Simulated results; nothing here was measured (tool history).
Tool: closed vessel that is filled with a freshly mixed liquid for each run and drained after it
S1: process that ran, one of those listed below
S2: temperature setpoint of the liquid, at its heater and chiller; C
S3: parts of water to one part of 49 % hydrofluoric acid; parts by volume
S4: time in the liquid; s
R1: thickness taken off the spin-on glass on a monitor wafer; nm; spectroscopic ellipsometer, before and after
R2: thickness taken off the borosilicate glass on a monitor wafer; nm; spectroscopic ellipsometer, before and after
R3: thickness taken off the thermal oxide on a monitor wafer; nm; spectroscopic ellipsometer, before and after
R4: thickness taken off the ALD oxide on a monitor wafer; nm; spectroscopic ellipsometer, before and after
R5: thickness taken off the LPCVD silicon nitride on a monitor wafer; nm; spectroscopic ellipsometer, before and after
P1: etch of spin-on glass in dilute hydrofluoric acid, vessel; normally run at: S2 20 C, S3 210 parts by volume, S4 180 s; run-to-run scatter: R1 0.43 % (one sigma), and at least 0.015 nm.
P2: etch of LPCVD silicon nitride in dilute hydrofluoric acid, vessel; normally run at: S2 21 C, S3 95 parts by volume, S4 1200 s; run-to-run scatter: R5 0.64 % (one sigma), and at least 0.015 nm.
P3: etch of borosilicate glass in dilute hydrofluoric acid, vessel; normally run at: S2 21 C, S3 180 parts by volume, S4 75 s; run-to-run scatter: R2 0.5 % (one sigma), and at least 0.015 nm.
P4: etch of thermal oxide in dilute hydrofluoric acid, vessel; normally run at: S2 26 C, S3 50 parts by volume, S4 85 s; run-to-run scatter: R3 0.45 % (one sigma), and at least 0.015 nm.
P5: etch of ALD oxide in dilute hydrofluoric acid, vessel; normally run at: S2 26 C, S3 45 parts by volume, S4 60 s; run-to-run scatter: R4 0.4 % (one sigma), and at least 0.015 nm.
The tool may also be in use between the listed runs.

Run 1, hour 9.6: S1 P1, S2 20 C, S3 210 parts by volume, S4 180 s. Result: R1 22.687 nm.
Run 2, hour 22.6: S1 P1, S2 25.5 C, S3 210 parts by volume, S4 180 s. Result: R1 27.854 nm.
Run 3, hour 30.8: S1 P1, S2 20 C, S3 210 parts by volume, S4 180 s. Result: R1 22.448 nm.
Run 4, hour 41.3: S1 P3, S2 21 C, S3 180 parts by volume, S4 75 s. Result: R2 12.27 nm.
Run 5, hour 50.2: S1 P4, S2 26 C, S3 50 parts by volume, S4 140 s. Result: R3 15.454 nm.
Run 6, hour 59.3: S1 P1, S2 26.5 C, S3 210 parts by volume, S4 340 s. Result: R1 54.266 nm.
Run 7, hour 65.3: S1 P1, S2 20 C, S3 210 parts by volume, S4 80 s. Result: R1 10.073 nm.
Run 8, hour 78.8: S1 P5, S2 30.5 C, S3 45 parts by volume, S4 60 s. Result: R4 30.31 nm.
Run 9, hour 86.6: S1 P5, S2 26 C, S3 45 parts by volume, S4 105 s. Result: R4 44.126 nm.
Run 10, hour 98.4: S1 P4, S2 26 C, S3 50 parts by volume, S4 85 s. Result: R3 9.2615 nm.
Run 11, hour 111.3: S1 P4, S2 26 C, S3 70 parts by volume, S4 85 s. Result: R3 6.5226 nm.
Run 12, hour 124.1: S1 P3, S2 28.5 C, S3 180 parts by volume, S4 75 s. Result: R2 16.132 nm.
Run 13, hour 137.7: S1 P1, S2 20 C, S3 370 parts by volume, S4 180 s. Result: R1 11.076 nm.
Run 14, hour 144.7: S1 P1, S2 20 C, S3 210 parts by volume, S4 180 s. Result: R1 22.497 nm.
Run 15, hour 150.8: S1 P1, S2 20 C, S3 210 parts by volume, S4 180 s. Result: R1 22.516 nm.
Run 16, hour 157.8: S1 P4, S2 34 C, S3 50 parts by volume, S4 85 s. Result: R3 12.7 nm.
Run 17, hour 168: S1 P1, S2 20 C, S3 210 parts by volume, S4 345 s. Result: R1 43.374 nm.
Run 18, hour 175.7: S1 P4, S2 26 C, S3 50 parts by volume, S4 85 s. Result: R3 9.3324 nm.
Run 19, hour 183.1: S1 P2, S2 21 C, S3 95 parts by volume, S4 1200 s. Result: R5 4.3787 nm.
Run 20, hour 194.9: S1 P2, S2 17 C, S3 95 parts by volume, S4 1200 s. Result: R5 3.306 nm.
Run 21, hour 207.1: S1 P2, S2 21 C, S3 50 parts by volume, S4 1200 s. Result: R5 8.169 nm.
Run 22, hour 219.9: S1 P3, S2 21 C, S3 300 parts by volume, S4 75 s. Result: R2 6.6106 nm.

Run 23 comes next. What will it give?
Run 23, hour 229.3: S1 P1, S2 20 C, S3 90 parts by volume, S4 180 s. Result: R1 ?.

Run 23 gave R1 60.143 nm.
